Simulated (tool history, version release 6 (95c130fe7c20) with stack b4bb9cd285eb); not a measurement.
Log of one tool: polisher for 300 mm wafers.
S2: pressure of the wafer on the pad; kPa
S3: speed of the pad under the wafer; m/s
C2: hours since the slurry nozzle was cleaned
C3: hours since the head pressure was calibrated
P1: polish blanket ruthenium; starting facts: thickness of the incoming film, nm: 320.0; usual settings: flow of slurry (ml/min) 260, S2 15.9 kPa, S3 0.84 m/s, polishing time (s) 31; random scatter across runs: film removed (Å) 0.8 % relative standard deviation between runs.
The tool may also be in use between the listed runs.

run 1 hour=12.9 | flow_of_slurry_(ml/min)=260 S2=15.9 S3=0.84 polishing_time_(s)=31 | wafers_polished_on_this_pad=556 C2=378.8 C3=221.6 | film_removed_(Å)=295.12
run 2 hour=22.8 | flow_of_slurry_(ml/min)=260 S2=15.9 S3=0.84 polishing_time_(s)=31 | wafers_polished_on_this_pad=635 C2=388.7 C3=231.5 | film_removed_(Å)=295.23
-- hour=37 head pressure recalibrated
run 3 hour=37.1 | flow_of_slurry_(ml/min)=260 S2=15.9 S3=0.84 polishing_time_(s)=31 | wafers_polished_on_this_pad=748 C2=403 C3=0.2 | film_removed_(Å)=298.44
run 4 hour=46.8 | flow_of_slurry_(ml/min)=260 S2=7.6 S3=0.84 polishing_time_(s)=31 | wafers_polished_on_this_pad=826 C2=412.7 C3=9.9 | film_removed_(Å)=141.85
run 5 hour=58.9 | flow_of_slurry_(ml/min)=260 S2=15.9 S3=0.84 polishing_time_(s)=23 | wafers_polished_on_this_pad=922 C2=424.8 C3=22 | film_removed_(Å)=217.94
run 6 hour=67.3 | flow_of_slurry_(ml/min)=260 S2=15.9 S3=0.84 polishing_time_(s)=31 | wafers_polished_on_this_pad=989 C2=433.2 C3=30.4 | film_removed_(Å)=295.85
run 7 hour=79.1 | flow_of_slurry_(ml/min)=385 S2=15.9 S3=0.84 polishing_time_(s)=31 | wafers_polished_on_this_pad=1083 C2=445 C3=42.2 | film_removed_(Å)=306.07
run 8 hour=90.4 | flow_of_slurry_(ml/min)=260 S2=15.9 S3=0.38 polishing_time_(s)=31 | wafers_polished_on_this_pad=1173 C2=456.3 C3=53.5 | film_removed_(Å)=135.16
run 9 hour=104.4 | flow_of_slurry_(ml/min)=260 S2=21.4 S3=0.84 polishing_time_(s)=31 | wafers_polished_on_this_pad=1284 C2=470.3 C3=67.5 | film_removed_(Å)=399.02
run 10 hour=114.8 | flow_of_slurry_(ml/min)=260 S2=15.9 S3=0.84 polishing_time_(s)=40 | wafers_polished_on_this_pad=1367 C2=480.7 C3=77.9 | film_removed_(Å)=382.31
run 11 hour=125.7 | flow_of_slurry_(ml/min)=260 S2=11 S3=1.28 polishing_time_(s)=31 | wafers_polished_on_this_pad=1453 C2=491.6 C3=88.8 | film_removed_(Å)=310.55
-- hour=131.5 slurry nozzle cleaned
run 12 hour=132.2 | flow_of_slurry_(ml/min)=155 S2=15.9 S3=0.84 polishing_time_(s)=31 | wafers_polished_on_this_pad=1505 C2=0.7 C3=95.3 | film_removed_(Å)=279.98
run 13 hour=138.7 | flow_of_slurry_(ml/min)=260 S2=15.9 S3=0.84 polishing_time_(s)=31 | wafers_polished_on_this_pad=1557 C2=7.2 C3=101.8 | film_removed_(Å)=297.53
run 14 hour=149.1 | flow_of_slurry_(ml/min)=260 S2=22.8 S3=0.84 polishing_time_(s)=17 | wafers_polished_on_this_pad=1640 C2=17.6 C3=112.2 | film_removed_(Å)=234.01
run 15 hour=163 | flow_of_slurry_(ml/min)=260 S2=15.9 S3=1.3 polishing_time_(s)=31 | wafers_polished_on_this_pad=1750 C2=31.5 C3=126.1 | film_removed_(Å)=463.08
run 16 hour=169.5 | flow_of_slurry_(ml/min)=260 S2=15.9 S3=0.84 polishing_time_(s)=31 | wafers_polished_on_this_pad=1802 C2=38 C3=132.6 | film_removed_(Å)=293.67
run 17 hour=181.7 | flow_of_slurry_(ml/min)=260 S2=15.9 S3=0.84 polishing_time_(s)=31 | wafers_polished_on_this_pad=1899 C2=50.2 C3=144.8 | film_removed_(Å)=298.88
run 18 hour=195.3 | flow_of_slurry_(ml/min)=260 S2=15.9 S3=0.84 polishing_time_(s)=31 | wafers_polished_on_this_pad=2007 C2=63.8 C3=158.4 | film_removed_(Å)=300.29
run 19 hour=209.6 | flow_of_slurry_(ml/min)=260 S2=15.9 S3=0.84 polishing_time_(s)=31 | wafers_polished_on_this_pad=2121 C2=78.1 C3=172.7 | film_removed_(Å)=288.41
run 20 hour=222.5 | flow_of_slurry_(ml/min)=260 S2=15.9 S3=0.84 polishing_time_(s)=31 | wafers_polished_on_this_pad=2224 C2=91 C3=185.6 | film_removed_(Å)=287.26
run 21 hour=231.9 | flow_of_slurry_(ml/min)=260 S2=15.9 S3=0.84 polishing_time_(s)=31 | wafers_polished_on_this_pad=2298 C2=100.4 C3=195 | film_removed_(Å)=286.69
run 22 hour=241.8 | flow_of_slurry_(ml/min)=260 S2=15.9 S3=0.84 polishing_time_(s)=31 | wafers_polished_on_this_pad=2377 C2=110.3 C3=204.9 | film_removed_(Å)=283.55
run 23 hour=251.6 | flow_of_slurry_(ml/min)=260 S2=15.9 S3=0.84 polishing_time_(s)=31 | wafers_polished_on_this_pad=2455 C2=120.1 C3=214.7 | film_removed_(Å)=282.44
-- hour=256.3 head pressure recalibrated
run 24 hour=263.8 | flow_of_slurry_(ml/min)=260 S2=15.9 S3=0.84 polishing_time_(s)=31 | wafers_polished_on_this_pad=2552 C2=132.3 C3=7.6 | film_removed_(Å)=286.32
run 25 hour=274.6 | flow_of_slurry_(ml/min)=260 S2=15.9 S3=0.84 polishing_time_(s)=31 | wafers_polished_on_this_pad=2638 C2=143.1 C3=18.4 | film_removed_(Å)=281.48

Run 26 has not been measured yet. What should we expect?
run 26 hour=287.8 | flow_of_slurry_(ml/min)=260 S2=15.9 S3=0.84 polishing_time_(s)=31 | wafers_polished_on_this_pad=2743 C2=156.3 C3=31.6 | film_removed_(Å)=?

film removed (Å): 286.98
